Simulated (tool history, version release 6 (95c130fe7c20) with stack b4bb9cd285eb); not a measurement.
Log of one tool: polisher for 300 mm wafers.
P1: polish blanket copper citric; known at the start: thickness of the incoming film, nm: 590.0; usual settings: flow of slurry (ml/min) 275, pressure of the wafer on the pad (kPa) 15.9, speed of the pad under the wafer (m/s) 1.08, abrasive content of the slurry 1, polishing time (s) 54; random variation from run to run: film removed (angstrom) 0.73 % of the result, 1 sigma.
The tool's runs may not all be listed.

run	hour	flow of slurry (ml/min)	pressure of the wafer on the pad (kPa)	speed of the pad under the wafer (m/s)	abrasive content of the slurry	polishing time (s)	film removed (angstrom)
1	8.4	275	15.9	1.08	1	54	829.2
2	16.6	165	15.9	1.08	1	54	774.04
3	30.6	275	15.9	1.08	1	82	1243.4
4	38.1	275	15.9	1.56	1	54	1176.1
5	50.4	275	15.9	0.76	1	54	584.2
6	62.1	275	9.7	1.08	1	54	507.27
7	72.7	275	15.9	1.08	1	24	360.22
8	83.8	275	15.9	1.08	1	54	822.98
9	92.2	275	15.9	1.08	1.25	54	865.13
10	103.1	275	11	1.08	1	41	441.46
11	119.9	380	15.9	1.08	1	54	850.57
12	136.9	390	24.1	1.08	1	54	1280.2
13	147.1	275	22.1	1.08	1	54	1134.5
14	162.1	275	15.9	1.08	0.55	54	726.04
15	174.4	275	15.9	1.08	1	54	817.42
# hour 177: worn pad replaced by a new one
# hour 181.8: slurry blender recalibrated
16	183.9	275	15.9	1.08	1	54	817.87
17	196.4	275	15.9	1.08	1	54	827.11
18	208.4	275	15.9	1.08	1	54	818.75
19	216.7	275	15.9	1.08	1	54	825.41
20	228.8	275	15.9	1.08	1	54	798.36
21	240.3	275	15.9	1.08	1	54	781.6
# hour 250.2: worn pad replaced by a new one
22	250.5	275	15.9	1.08	1	54	782.96
# hour 262.7: slurry blender recalibrated
23	267.2	275	15.9	1.08	1	54	779.47
24	282.3	275	15.9	1.08	1	54	783.16
25	297.8	275	15.9	1.08	1	54	764.93
26	305.9	275	15.9	1.08	1	54	780.26
27	314.7	275	15.9	1.08	1	54	764.84

What P1 gives has crept away from where it was. These 2 causes fit the log equally well, each at the size given:
A: head's pressure below its setpoint, % = 6.28
B: slurry flow missing at the pad, % = 39.6
The creep began at about hour 208.4.
Why every other cause is out:
removal rate lost through wear of the pad, %: serviced at hour 250.2, which brought nothing back
abrasive missing from the slurry, %: serviced at hour 262.7, which brought nothing back

4 check runs are offered, each on 2 wafers whose results are averaged, their results left as question marks. Which one tells the causes apart?
check 1	323.5	165	15.9	1.08	0.7	54	?
check 2	323.5	275	15.9	1.42	1	34	?
check 3	323.5	275	15.9	0.78	1	81	?
check 4	323.5	275	15.9	1.08	0.6	28	?

What each check would give under each cause:
check	result	if A	if B
check 1	film removed (angstrom)	671.27	646.17
check 2	film removed (angstrom)	633.75	634
check 3	film removed (angstrom)	845.38	844.74
check 4	film removed (angstrom)	359.64	359.63
How far apart the two closest causes lie, in the result that separates them most: check 1 3.81 %; check 2 0.04 %; check 3 0.08 %; check 4 0.01 %
Check 1 tells the causes apart: in the others they would give nearly the same result.

Then check 1 was run and gave: film removed (angstrom) 645.67. Which cause is it?

It is B: slurry flow missing at the pad, %.
